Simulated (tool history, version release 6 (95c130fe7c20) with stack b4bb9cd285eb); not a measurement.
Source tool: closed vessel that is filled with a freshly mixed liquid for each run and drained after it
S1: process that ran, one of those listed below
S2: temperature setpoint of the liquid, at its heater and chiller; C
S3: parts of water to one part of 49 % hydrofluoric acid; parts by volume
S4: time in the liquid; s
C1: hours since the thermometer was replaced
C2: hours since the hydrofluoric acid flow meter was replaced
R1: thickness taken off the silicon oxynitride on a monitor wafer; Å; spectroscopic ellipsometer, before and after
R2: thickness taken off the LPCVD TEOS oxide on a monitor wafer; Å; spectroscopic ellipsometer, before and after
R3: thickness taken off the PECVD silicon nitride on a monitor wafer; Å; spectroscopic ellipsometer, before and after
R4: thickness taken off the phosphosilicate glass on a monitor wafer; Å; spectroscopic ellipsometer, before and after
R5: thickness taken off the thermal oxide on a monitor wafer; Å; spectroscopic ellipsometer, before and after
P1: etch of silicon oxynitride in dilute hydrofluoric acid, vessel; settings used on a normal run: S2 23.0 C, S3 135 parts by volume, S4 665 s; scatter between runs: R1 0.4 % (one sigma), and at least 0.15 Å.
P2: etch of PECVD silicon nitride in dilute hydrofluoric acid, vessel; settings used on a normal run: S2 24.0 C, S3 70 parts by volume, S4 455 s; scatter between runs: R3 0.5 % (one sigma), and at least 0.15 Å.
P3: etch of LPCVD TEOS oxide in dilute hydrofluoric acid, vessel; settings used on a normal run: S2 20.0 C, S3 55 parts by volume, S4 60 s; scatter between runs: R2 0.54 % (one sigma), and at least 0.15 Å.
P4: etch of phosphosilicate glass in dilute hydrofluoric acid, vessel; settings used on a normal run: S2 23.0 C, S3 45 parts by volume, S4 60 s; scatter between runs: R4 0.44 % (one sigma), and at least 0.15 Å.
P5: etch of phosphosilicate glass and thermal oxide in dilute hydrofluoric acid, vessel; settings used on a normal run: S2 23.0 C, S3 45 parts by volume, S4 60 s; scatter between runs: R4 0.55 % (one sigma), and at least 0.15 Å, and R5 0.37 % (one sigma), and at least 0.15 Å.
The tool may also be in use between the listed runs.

run	day	S1	S2	S3	S4	C1	C2	R1	R2	R3	R4	R5
1	0.258	P1	23.0	135	665	881.7	1349.3	103.620				
2	0.412	P1	23.0	135	665	885.4	1353.0	103.570				
3	0.633	P1	30.0	210	665	890.7	1358.3	85.015				
4	0.804	P1	23.0	135	1185	894.8	1362.4	184.500				
5	0.962	P3	17.0	55	60	898.6	1366.2		158.810			
6	1.175	P2	24.0	125	455	903.7	1371.3			68.538		
7	1.450	P4	23.0	45	30	910.3	1377.9				842.67	
8	1.667	P1	23.0	135	665	915.5	1383.1	102.530				
9	1.825	P5	28.5	45	60	919.3	1386.9				2254.10	80.384
10	2.075	P1	17.0	135	255	925.3	1392.9	29.376				
11	2.358	P5	23.0	65	60	932.1	1399.7				1224.90	43.841
12	2.538	P1	23.0	210	665	936.4	1404.0	62.878				
13	2.742	P3	20.0	55	60	941.3	1408.9		181.040			
14	3.017	P5	23.0	45	60	947.9	1415.5				1813.90	64.487
15	3.192	P3	20.0	20	60	952.1	1419.7		518.620			
16	3.388	P1	17.0	135	665	956.8	1424.4	77.893				
17	3.646	P1	28.0	135	665	963.0	1430.6	129.150				
18	3.842	P1	23.0	135	665	967.7	1435.3	103.320				
19	4.067	P1	23.0	135	125	973.1	1440.7	19.488				
20	4.233	P2	24.0	70	735	977.1	1444.7			195.570		
21	4.442	P4	23.0	65	60	982.1	1449.7				1129.90	
22	4.688	P5	23.0	45	115	988.0	1455.6				3513.10	123.430
23	4.958	P1	23.0	70	665	994.5	1462.1	210.030				
24	5.196	P1	23.0	135	665	1000.2	1467.8	103.750				
25	5.408	P3	20.0	55	60	1005.3	1472.9		181.240			
26	5.612	P4	17.0	45	60	1010.2	1477.8				1314.30	
27	5.783	P4	23.0	45	60	1014.3	1481.9				1695.50	
28	6.021	P2	24.0	70	455	1020.0	1487.6			120.360		
29	6.179	P2	18.0	70	455	1023.8	1491.4			80.460		
30	6.371	P2	24.0	70	455	1028.4	1496.0			121.440		
31	6.596	P1	23.0	135	665	1033.8	1501.4	102.890				
32	6.742	P3	20.0	55	30	1037.3	1504.9		90.669			
33	6.975	P1	23.0	135	665	1042.9	1510.5	103.010				
34	7.221	P1	23.0	135	665	1048.8	1516.4	98.870				
35	7.412	P1	23.0	135	665	1053.4	1521.0	96.750				
36	7.621	P1	23.0	135	665	1058.4	1526.0	96.994				

Run 37 comes next. What will it give?
37	7.783	P1	23.0	135	665	1062.3	1529.9	?				

Run 37 gave R1 95.152 Å.
